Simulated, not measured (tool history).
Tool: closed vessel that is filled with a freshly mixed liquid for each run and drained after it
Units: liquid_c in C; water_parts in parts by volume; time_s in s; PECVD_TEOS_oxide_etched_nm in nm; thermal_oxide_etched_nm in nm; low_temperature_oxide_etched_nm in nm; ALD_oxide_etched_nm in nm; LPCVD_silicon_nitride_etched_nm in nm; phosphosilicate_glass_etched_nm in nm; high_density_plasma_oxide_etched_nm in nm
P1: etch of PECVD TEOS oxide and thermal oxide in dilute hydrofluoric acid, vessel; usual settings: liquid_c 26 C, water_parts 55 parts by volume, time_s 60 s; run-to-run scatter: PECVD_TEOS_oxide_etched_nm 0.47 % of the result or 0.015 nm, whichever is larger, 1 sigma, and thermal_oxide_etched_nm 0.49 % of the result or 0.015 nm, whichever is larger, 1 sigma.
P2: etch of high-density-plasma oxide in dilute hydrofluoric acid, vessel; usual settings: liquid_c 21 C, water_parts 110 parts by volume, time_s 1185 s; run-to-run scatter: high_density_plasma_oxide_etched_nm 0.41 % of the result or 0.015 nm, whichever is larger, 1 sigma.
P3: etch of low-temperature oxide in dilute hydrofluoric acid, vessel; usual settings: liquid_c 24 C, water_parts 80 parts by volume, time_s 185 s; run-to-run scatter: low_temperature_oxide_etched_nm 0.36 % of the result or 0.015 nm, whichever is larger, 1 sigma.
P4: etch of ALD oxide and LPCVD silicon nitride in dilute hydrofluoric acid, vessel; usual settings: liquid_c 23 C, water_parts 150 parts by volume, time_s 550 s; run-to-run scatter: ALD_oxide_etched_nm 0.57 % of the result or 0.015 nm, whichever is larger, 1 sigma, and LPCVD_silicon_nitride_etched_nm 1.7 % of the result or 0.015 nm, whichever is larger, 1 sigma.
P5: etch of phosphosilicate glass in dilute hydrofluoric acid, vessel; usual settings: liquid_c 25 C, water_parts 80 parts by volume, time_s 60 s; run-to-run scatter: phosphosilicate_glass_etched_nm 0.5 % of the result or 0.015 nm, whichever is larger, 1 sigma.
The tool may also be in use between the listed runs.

run	hour	process	liquid_c	water_parts	time_s	hours since the thermometer was replaced	hours since the hydrofluoric acid flow meter was replaced	PECVD_TEOS_oxide_etched_nm	thermal_oxide_etched_nm	low_temperature_oxide_etched_nm	ALD_oxide_etched_nm	LPCVD_silicon_nitride_etched_nm	phosphosilicate_glass_etched_nm	high_density_plasma_oxide_etched_nm
1	7.7	P1	26	55	60	995	669	37.237	5.7978					
2	15.4	P3	24	80	30	1002.7	676.7			4.4689				
3	20.8	P1	26	55	60	1008.1	682.1	37.221	5.735					
4	27.4	P4	19.5	150	550	1014.7	688.7				47.11	1.2583		
5	33.1	P5	33.5	80	60	1020.4	694.4						207.59	
6	40.2	P2	21	30	1185	1027.5	701.5							196.79
7	46.6	P1	26	55	30	1033.9	707.9	18.47	2.8811					
8	50.8	P2	21	110	55	1038.1	712.1							2.2568
9	57.8	P1	26	55	110	1045.1	719.1	67.299	10.466					
10	64	P4	23	150	550	1051.3	725.3				53.723	1.5788		
# hour 67.1: thermometer replaced
11	69.3	P1	30.5	55	30	2.2	730.6	22.069	3.4578					
12	74.2	P4	23	150	880	7.1	735.5				86.672	2.5122		
13	80.6	P2	28	110	1185	13.5	741.9							63.684
14	87.7	P3	17	80	185	20.6	749			20.751				
15	93.2	P1	26	55	60	26.1	754.5	37.317	5.7718					
16	98.8	P2	21	110	1185	31.7	760.1							48.287
17	105.3	P1	26	55	60	38.2	766.6	36.692	5.7606					
18	111	P1	26	55	60	43.9	772.3	36.84	5.7359					
19	115.5	P1	30	55	60	48.4	776.8	43.668	6.8108					
20	121.2	P1	26	20	60	54.1	782.5	106.78	16.568					
21	128.4	P1	19	55	60	61.3	789.7	27.527	4.266					
22	133.8	P4	23	260	550	66.7	795.1				27.773	0.93607		
23	139.8	P1	26	55	60	72.7	801.1	37.114	5.7687					
24	147.2	P5	25	80	60	80.1	808.5						149.14	
25	153.7	P3	24	145	185	86.6	815			14.309				
26	160.6	P5	25	25	60	93.5	821.9						512.56	
27	167.3	P1	26	20	105	100.2	828.6	187.55	29.336					
28	174.5	P1	26	55	60	107.4	835.8	36.969	5.7933					
29	179.4	P5	25	80	85	112.3	840.7						210.86	

Forecast run 30:
# hour 183.2: hydrofluoric acid flow meter replaced
30	186.6	P1	26	80	60	119.5	3.4	?	?					

Run 30 gave PECVD_TEOS_oxide_etched_nm 24.735 nm, thermal_oxide_etched_nm 3.8007 nm.
